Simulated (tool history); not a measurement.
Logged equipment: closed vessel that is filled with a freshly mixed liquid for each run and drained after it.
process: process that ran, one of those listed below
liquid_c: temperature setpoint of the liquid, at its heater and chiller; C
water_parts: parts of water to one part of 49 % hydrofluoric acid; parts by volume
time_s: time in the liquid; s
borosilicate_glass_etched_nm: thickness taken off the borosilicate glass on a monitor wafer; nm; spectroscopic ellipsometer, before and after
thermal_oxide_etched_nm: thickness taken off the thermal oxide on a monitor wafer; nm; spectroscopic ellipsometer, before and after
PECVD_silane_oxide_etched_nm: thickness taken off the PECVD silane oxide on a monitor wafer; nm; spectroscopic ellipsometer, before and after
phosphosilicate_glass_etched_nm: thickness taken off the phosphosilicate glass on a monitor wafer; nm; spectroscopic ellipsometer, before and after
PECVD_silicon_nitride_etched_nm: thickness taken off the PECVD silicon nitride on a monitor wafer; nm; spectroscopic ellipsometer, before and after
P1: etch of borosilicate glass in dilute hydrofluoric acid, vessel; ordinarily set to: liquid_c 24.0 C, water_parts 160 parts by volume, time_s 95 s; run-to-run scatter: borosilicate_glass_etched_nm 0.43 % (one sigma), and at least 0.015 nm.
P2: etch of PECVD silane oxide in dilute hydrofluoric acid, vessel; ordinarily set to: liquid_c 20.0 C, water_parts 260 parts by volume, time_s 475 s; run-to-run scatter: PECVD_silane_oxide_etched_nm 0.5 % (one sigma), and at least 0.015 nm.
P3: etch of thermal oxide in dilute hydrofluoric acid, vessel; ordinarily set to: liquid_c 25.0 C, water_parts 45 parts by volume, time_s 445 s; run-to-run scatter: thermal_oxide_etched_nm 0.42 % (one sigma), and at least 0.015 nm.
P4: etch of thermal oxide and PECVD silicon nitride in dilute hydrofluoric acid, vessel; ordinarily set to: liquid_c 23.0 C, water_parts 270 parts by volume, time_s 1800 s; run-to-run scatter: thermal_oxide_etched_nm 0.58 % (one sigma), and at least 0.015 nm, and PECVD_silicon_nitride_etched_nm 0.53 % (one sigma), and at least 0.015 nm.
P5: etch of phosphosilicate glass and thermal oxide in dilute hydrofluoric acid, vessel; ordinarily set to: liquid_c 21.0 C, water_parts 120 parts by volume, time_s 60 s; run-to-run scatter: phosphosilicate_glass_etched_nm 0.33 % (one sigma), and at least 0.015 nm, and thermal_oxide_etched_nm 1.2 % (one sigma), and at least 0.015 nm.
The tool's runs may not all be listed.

run,hour,process,liquid_c,water_parts,time_s,hours since the thermometer was replaced,hours since the hydrofluoric acid flow meter was replaced,borosilicate_glass_etched_nm,thermal_oxide_etched_nm,PECVD_silane_oxide_etched_nm,phosphosilicate_glass_etched_nm,PECVD_silicon_nitride_etched_nm
1,8.5,P1,24.0,160,95,976.8,504.0,22.453,,,,
2,18.9,P3,33.0,45,445,987.2,514.4,,78.2650,,,
3,37.1,P2,20.0,260,145,1005.4,532.6,,,14.262,,
4,48.9,P5,21.0,120,30,1017.2,544.4,,1.0187,,42.517,
5,65.8,P2,20.0,260,475,1034.1,561.3,,,46.766,,
6,78.9,P1,24.0,160,170,1047.2,574.4,40.510,,,,
7,87.5,P5,25.5,120,60,1055.8,583.0,,2.4365,,101.750,
8,100.8,P1,24.0,160,95,1069.1,596.3,22.488,,,,
9,118.2,P4,23.0,270,1800,1086.5,613.7,,25.5810,,,18.745
10,131.5,P1,24.0,160,95,1099.8,627.0,22.403,,,,
11,144.4,P1,20.5,160,95,1112.7,639.9,19.769,,,,
12,159.5,P1,30.5,55,95,1127.8,655.0,96.677,,,,
# hour 167.1: thermometer replaced
13,177.6,P2,17.0,260,475,10.6,673.1,,,42.000,,
14,194.3,P1,24.0,230,95,27.3,689.8,14.533,,,,
15,209.7,P3,25.0,70,445,42.7,705.2,,35.5600,,,
16,224.6,P2,20.0,135,475,57.6,720.1,,,101.480,,
17,233.7,P4,23.0,270,3450,66.7,729.2,,49.2490,,,36.213
18,252.5,P1,24.0,285,50,85.5,748.0,5.863,,,,
19,265.0,P1,24.0,160,95,98.0,760.5,22.670,,,,
20,283.1,P3,25.0,45,850,116.1,778.6,,109.7700,,,
21,292.5,P5,21.0,120,60,125.5,788.0,,2.0409,,85.173,
22,311.0,P4,30.5,270,1800,144.0,806.5,,33.3910,,,29.260
23,319.8,P1,24.0,55,95,152.8,815.3,74.393,,,,
24,332.1,P5,21.0,120,60,165.1,827.6,,2.0717,,84.857,
25,345.4,P5,21.0,25,60,178.4,840.9,,11.4610,,456.750,
26,359.5,P1,17.5,160,140,192.5,855.0,25.698,,,,
27,377.9,P1,30.5,160,95,210.9,873.4,28.507,,,,
28,387.6,P3,25.0,45,445,220.6,883.1,,57.7560,,,
29,405.1,P1,24.0,160,55,238.1,900.6,12.960,,,,
30,417.4,P1,24.0,160,95,250.4,912.9,22.503,,,,
31,432.1,P1,24.0,160,95,265.1,927.6,22.426,,,,
32,444.4,P4,23.0,395,1800,277.4,939.9,,15.7080,,,12.763
33,457.5,P1,24.0,160,95,290.5,953.0,22.344,,,,
34,466.7,P1,24.0,160,95,299.7,962.2,23.196,,,,
35,479.1,P1,24.0,160,95,312.1,974.6,23.787,,,,
36,495.4,P1,24.0,160,95,328.4,990.9,24.234,,,,
37,512.6,P1,24.0,160,95,345.6,1008.1,24.635,,,,
38,531.7,P1,24.0,160,95,364.7,1027.2,24.656,,,,
39,548.1,P1,24.0,160,95,381.1,1043.6,24.583,,,,

The output of P1 has drifted from where it used to be. Each of the 2 causes below, taken at the size shown beside it, accounts for the log equally well:
A: hydrofluoric acid flow above the setpoint (%) = 7.67
B: liquid hotter than its thermometer reads (K) = 2.32
Creep in the process output first set in at about hour 457.5.

Listed below are the offered check runs, one wafer per run, with question marks in place of results. For which of them would the causes give clearly different outcomes?
check 1,564.5,P3,32.5,70,445,,,,?,,,
check 2,564.5,P2,20.0,140,475,,,,,?,,
check 3,564.5,P5,24.0,120,30,,,,?,,?,
check 4,564.5,P4,29.5,270,3365,,,,?,,,?

Outcome of each check run for each possible cause:
check,result,if A,if B
check 1,thermal_oxide_etched_nm,51.8020,52.0470
check 2,PECVD_silane_oxide_etched_nm,106.090,106.870
check 3,thermal_oxide_etched_nm,1.2777,1.2846
check 3,phosphosilicate_glass_etched_nm,52.246,52.530
check 4,thermal_oxide_etched_nm,66.1430,64.8280
check 4,PECVD_silicon_nitride_etched_nm,55.791,59.145
Gap, in per cent, between the two causes that each check separates least, read from the result that separates them most: check 1 0.47 %; check 2 0.74 %; check 3 0.54 %; check 4 5.84 %
The other checks would show nearly matching results whichever cause is true, so check 4 is the only one that separates the causes.

Check 4 was carried out, with these results: thermal_oxide_etched_nm 65.7330 nm; PECVD_silicon_nitride_etched_nm 55.841 nm. Which of the listed causes is responsible?

It is A: hydrofluoric acid flow above the setpoint (%).

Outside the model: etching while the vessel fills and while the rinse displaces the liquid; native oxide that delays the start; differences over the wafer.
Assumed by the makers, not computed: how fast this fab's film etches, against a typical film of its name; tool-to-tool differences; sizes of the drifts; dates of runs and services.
